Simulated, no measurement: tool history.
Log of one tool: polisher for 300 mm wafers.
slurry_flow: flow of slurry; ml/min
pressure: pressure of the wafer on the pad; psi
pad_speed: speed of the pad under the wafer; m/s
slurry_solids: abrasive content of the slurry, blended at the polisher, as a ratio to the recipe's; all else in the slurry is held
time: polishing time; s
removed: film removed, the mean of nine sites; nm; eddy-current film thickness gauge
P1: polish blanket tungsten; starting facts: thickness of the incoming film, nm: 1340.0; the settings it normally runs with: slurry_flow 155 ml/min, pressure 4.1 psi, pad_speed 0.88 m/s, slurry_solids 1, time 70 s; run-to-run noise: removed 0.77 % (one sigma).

run	hour	slurry_flow	pressure	pad_speed	slurry_solids	time	wafers polished on this pad	hours since the slurry nozzle was cleaned	hours since the head pressure was calibrated	hours since the slurry blender was calibrated	hours since the slurry got fresh peroxide	removed
1	6.1	155	4.1	0.88	1	70	1154	484.4	336.2	133.5	75.9	259.21
2	14.2	155	4.1	0.88	1.35	70	1244	492.5	344.3	141.6	84	279.17
3	23.6	155	4.1	0.88	0.55	70	1350	501.9	353.7	151	93.4	223.79
4	31.4	95	4.1	0.88	1	70	1437	509.7	361.5	158.8	101.2	235.73
5	37.5	155	4.1	0.88	1	70	1506	515.8	367.6	164.9	107.3	259.8
# hour 38: slurry blender recalibrated
# hour 40.7: head pressure recalibrated
6	45.9	155	4.1	0.88	1	70	1600	524.2	5.3	8	115.7	262.49
7	50.2	220	4.1	0.88	1	70	1648	528.5	9.6	12.3	120	276.72
8	59.1	155	4.1	0.88	1	103	1748	537.4	18.5	21.2	128.9	383.54
9	68.2	155	4.1	0.88	1	70	1850	546.5	27.6	30.3	138	259.15
10	77.5	155	4.1	0.88	1	70	1954	555.8	36.9	39.6	147.3	262.16
11	83.6	155	4.1	0.88	1	35	2022	561.9	43	45.7	153.4	129.93
12	90.4	155	5.9	0.88	1	70	2099	568.7	49.8	52.5	160.2	376.32
13	95.4	215	2.8	0.88	1	70	2155	573.7	54.8	57.5	165.2	187.98
14	102.3	155	2.2	0.88	1	70	2232	580.6	61.7	64.4	172.1	141.66
15	108.9	155	4.1	0.88	1	70	2306	587.2	68.3	71	178.7	260.97
16	116.9	155	4.1	0.5	1	90	2396	595.2	76.3	79	186.7	187.14
17	126.8	155	4.1	1.18	0.65	70	2507	605.1	86.2	88.9	196.6	316.3
18	135.2	155	4.1	0.44	1	70	2601	613.5	94.6	97.3	205	129.82
19	144.4	155	4.1	1.18	1	70	2704	622.7	103.8	106.5	214.2	350.3
20	153.5	155	4.1	0.88	1	70	2806	631.8	112.9	115.6	223.3	262.78
21	160.2	155	4.1	0.88	1	70	2881	638.5	119.6	122.3	230	249.91
22	167.6	155	4.1	0.88	1	70	2964	645.9	127	129.7	237.4	244.1
23	174.6	155	4.1	0.88	1	70	3043	652.9	134	136.7	244.4	244.3
# hour 180.5: slurry blender recalibrated
24	184.4	155	4.1	0.88	1	70	3153	662.7	143.8	4	254.2	241.89
25	189.3	155	4.1	0.88	1	70	3208	667.6	148.7	8.9	259.1	237.51
# hour 193.3: head pressure recalibrated
# hour 195.2: slurry tank refilled with fresh slurry and peroxide
26	195.4	155	4.1	0.88	1	70	3276	673.7	2.1	15	0.3	240.72
27	201.4	155	4.1	0.88	1	70	3343	679.7	8.1	21	6.3	236.33
28	207.5	155	4.1	0.88	1	70	3412	685.8	14.2	27.1	12.4	238.03
29	214	155	4.1	0.88	1	70	3484	692.3	20.7	33.6	18.9	237.62

What P1 gives has crept away from where it was. These 2 causes fit the log equally well, each at the size given:
A: removal rate lost through wear of the pad, % = 8.93
B: slurry flow missing at the pad, % = 36.1
Onset of the creep was near hour 153.5.
All other causes, with the reason each is excluded:
head's pressure below its setpoint, %: its service at hour 193.3 followed the start of the drift and did not put the process back to its old value
abrasive missing from the slurry, %: its service at hour 180.5 followed the start of the drift and did not put the process back to its old value
peroxide lost from the slurry, %: its service at hour 195.2 followed the start of the drift and did not put the process back to its old value

The list below offers 4 check runs, each averaging the results of 2 wafers, and shows each result as a question mark. For which of them would the listed causes give clearly different results?
check 1	220.5	155	4.1	1.16	1	94						?
check 2	220.5	95	4.1	0.88	0.65	70						?
check 3	220.5	155	5.1	0.88	1	70						?
check 4	220.5	155	3.1	0.88	1	70						?

If the cause were each of the candidates in turn, the checks would give the following:
check	result	if A	if B
check 1	removed	419.14	419.12
check 2	removed	193.07	183.65
check 3	removed	294.54	294.52
check 4	removed	179.03	179.02
Per check, the gap between the least separated pair of causes, taken in the result that splits them most: check 1 0.01 %; check 2 5 %; check 3 0.01 %; check 4 0.01 %
Check 2 distinguishes between the causes, while the remaining checks would return nearly the same result for all of them.

Check 2 has now been run. It gave: removed 193.85 nm. Which of the candidate causes is it?

It is A: removal rate lost through wear of the pad, %.

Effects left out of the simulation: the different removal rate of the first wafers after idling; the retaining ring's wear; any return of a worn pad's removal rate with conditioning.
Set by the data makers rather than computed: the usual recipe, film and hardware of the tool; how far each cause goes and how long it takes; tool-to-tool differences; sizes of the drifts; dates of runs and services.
